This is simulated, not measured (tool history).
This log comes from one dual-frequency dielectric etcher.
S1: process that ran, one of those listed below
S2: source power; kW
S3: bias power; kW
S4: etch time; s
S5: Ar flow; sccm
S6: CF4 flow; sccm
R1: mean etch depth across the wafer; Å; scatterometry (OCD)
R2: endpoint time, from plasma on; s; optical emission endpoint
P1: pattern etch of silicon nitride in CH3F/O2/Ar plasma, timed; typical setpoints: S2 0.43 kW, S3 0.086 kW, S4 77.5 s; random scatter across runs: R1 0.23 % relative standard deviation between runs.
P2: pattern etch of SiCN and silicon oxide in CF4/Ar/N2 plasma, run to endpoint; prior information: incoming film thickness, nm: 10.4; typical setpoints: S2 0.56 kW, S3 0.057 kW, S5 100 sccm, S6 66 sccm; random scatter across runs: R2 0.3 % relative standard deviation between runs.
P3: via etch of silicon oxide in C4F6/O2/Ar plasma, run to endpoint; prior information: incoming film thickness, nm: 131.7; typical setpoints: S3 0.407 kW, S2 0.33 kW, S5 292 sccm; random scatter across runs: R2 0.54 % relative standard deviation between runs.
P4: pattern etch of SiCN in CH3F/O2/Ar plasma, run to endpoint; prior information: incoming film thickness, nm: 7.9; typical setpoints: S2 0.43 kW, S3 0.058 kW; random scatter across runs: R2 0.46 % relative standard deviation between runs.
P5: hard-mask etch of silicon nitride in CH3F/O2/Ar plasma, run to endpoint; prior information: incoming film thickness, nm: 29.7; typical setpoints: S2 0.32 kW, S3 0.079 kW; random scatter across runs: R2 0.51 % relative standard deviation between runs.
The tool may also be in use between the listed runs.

run   hour  S1    S2     S3    S4   S5  S6      R1      R2
  1    7.1  P1  0.43  0.086  77.5           597.39
  2   12.7  P3  0.33  0.567        292              29.426
  3   19.3  P1   0.6   0.06  77.5           602.83
  4   28.8  P1  0.43  0.086  77.5           596.22
  5     40  P2  0.56  0.057        100  66          10.775
  6   45.6  P2  0.56  0.057        100  66          10.735
  7   50.8  P1  0.43  0.086  42.5           327.07
  8   59.9  P2  0.56  0.057         78  66          10.329
  9   67.3  P1  0.43  0.056  77.5           516.14
 10   75.6  P1  0.34  0.086  77.5           546.29
 11   82.9  P1  0.58  0.086  77.5           670.06
 12   91.4  P2  0.56  0.057        100  40          11.749
 13  101.2  P1  0.43  0.086    97           746.69
 14  108.2  P4  0.43  0.076                         20.515
 15  117.8  P4  0.43  0.058                         22.484
 16  125.4  P1  0.43  0.086  77.5           599.17
 17    136  P2  0.56  0.077        100  66          9.8098
 18  145.9  P3  0.33  0.407        235               32.21
 19    153  P5  0.32  0.059                          50.81
 20    162  P1  0.43  0.086  77.5           597.44
 21  172.1  P5  0.32  0.079                         45.373
 22  179.9  P1  0.43  0.117  77.5           665.83
 23  188.3  P3   0.4  0.407        292              30.914
 24  197.4  P1  0.35  0.086    51           362.97
 25  208.5  P1  0.43  0.086  77.5            597.5
 26    219  P5  0.41  0.079                         41.108
 27  225.4  P3  0.33  0.407        292               33.51
 28  234.5  P4  0.25  0.058                         27.194
 29  245.5  P2  0.42  0.057        100  66          13.842
 30  257.1  P1  0.43  0.086  77.5           597.01
 31  262.6  P1  0.43  0.086  77.5           601.77
 32  273.9  P1  0.43  0.086  77.5            605.1
 33  279.8  P1  0.43  0.086  77.5           605.45
       282  -- wet clean of the chamber
 34    288  P1  0.43  0.086  77.5           606.16
 35    294  P1  0.43  0.086  77.5           606.64
 36  300.4  P1  0.43  0.086  77.5           606.06
 37  306.8  P1  0.43  0.086  77.5            604.6
 38  313.5  P1  0.43  0.086  77.5           605.18
 39  318.6  P1  0.43  0.086  77.5           606.89
 40  325.8  P1  0.43  0.086  77.5           608.14

What P1 gives has crept off from where it sat before. The 2 causes that follow fit the log equally well, each at the size noted:
A: bias power that arrives over what is set, % = 4.44
B: source power that arrives over what is set, % = 4.2
Creep in the process output first set in at about hour 257.1.
Excluded causes, each with its reason:
chamber walls in a state that raises the etch rate, %: maintenance at hour 282, after the shift began, did not return the process to its former output

Consider the 4 check runs below, whose results appear as question marks and each of which averages 2 wafers. Which one distinguishes the causes, in that each cause would give it a clearly different result?
check 1   333  P3  0.33   0.47      292           ?
check 2   333  P2  0.56  0.073      100  56       ?
check 3   333  P4  0.29   0.07                    ?
check 4   333  P5  0.38  0.062                    ?

How each check would come out, cause by cause:
  check  result    if A    if B
check 1      R2  31.105   31.14
check 2      R2  10.036  9.8256
check 3      R2  23.913   23.92
check 4      R2  45.669  45.613
Distance between the nearest two causes, measured in the result of the check that separates them most: check 1 0.11 %; check 2 2.12 %; check 3 0.03 %; check 4 0.12 %
Check 2 tells the causes apart: in the others they would give nearly the same result.

Here is what check 2 returned: R2 9.8206 s. Which cause is it?

The cause is B: source power that arrives over what is set, %.
